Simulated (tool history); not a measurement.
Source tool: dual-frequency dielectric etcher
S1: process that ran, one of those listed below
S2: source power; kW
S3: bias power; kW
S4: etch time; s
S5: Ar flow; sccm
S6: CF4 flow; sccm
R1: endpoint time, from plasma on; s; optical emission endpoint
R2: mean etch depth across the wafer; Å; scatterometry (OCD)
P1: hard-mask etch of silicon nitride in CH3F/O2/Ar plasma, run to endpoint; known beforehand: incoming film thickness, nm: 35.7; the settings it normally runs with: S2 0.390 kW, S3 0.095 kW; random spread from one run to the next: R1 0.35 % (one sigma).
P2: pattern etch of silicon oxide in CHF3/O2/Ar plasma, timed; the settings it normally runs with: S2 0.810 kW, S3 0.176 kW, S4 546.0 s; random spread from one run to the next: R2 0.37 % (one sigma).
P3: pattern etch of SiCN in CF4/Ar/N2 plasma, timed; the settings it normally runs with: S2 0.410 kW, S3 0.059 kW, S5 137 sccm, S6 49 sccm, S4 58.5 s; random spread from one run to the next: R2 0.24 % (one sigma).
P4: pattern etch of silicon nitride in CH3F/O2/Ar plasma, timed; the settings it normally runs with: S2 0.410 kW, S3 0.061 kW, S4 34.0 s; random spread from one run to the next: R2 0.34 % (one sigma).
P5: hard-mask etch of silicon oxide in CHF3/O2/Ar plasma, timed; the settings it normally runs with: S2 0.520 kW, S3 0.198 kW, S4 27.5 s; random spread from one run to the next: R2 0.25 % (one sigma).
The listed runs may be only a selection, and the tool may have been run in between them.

run,hour,S1,S2,S3,S4,S5,S6,R1,R2
1,9.3,P1,0.390,0.095,,,,46.076,
2,23.2,P1,0.250,0.115,,,,50.627,
3,32.8,P4,0.410,0.049,34.0,,,,210.19
4,45.2,P5,0.320,0.198,27.5,,,,451.05
5,54.9,P1,0.390,0.095,,,,46.037,
6,63.7,P5,0.520,0.272,27.5,,,,607.08
7,76.0,P1,0.390,0.072,,,,50.678,
8,88.3,P1,0.390,0.095,,,,46.072,
9,101.4,P1,0.390,0.095,,,,46.026,
10,112.7,P1,0.390,0.133,,,,40.378,
# hour 123.2: wet clean of the chamber
11,124.3,P3,0.410,0.059,58.5,137,59,,410.42
12,137.2,P5,0.520,0.198,27.5,,,,542.51
13,153.2,P3,0.580,0.059,58.5,137,49,,539.86
14,167.7,P4,0.310,0.061,34.0,,,,202.48
15,180.6,P3,0.410,0.059,58.5,137,49,,399.17
16,197.6,P4,0.410,0.061,44.5,,,,294.69
17,213.1,P2,0.810,0.176,670.0,,,,15097.00
18,224.9,P1,0.510,0.114,,,,38.782,
19,235.5,P3,0.410,0.059,85.0,137,49,,578.80
20,250.1,P4,0.410,0.061,34.0,,,,227.56
21,265.2,P3,0.410,0.077,58.5,137,49,,442.60
22,279.0,P2,0.810,0.132,546.0,,,,11285.00
23,290.1,P1,0.390,0.095,,,,46.101,

Run 24 has not been measured yet. What should we expect?
24,300.5,P4,0.410,0.061,34.0,,,,?

Logged for run 24: R2 226.80 Å.
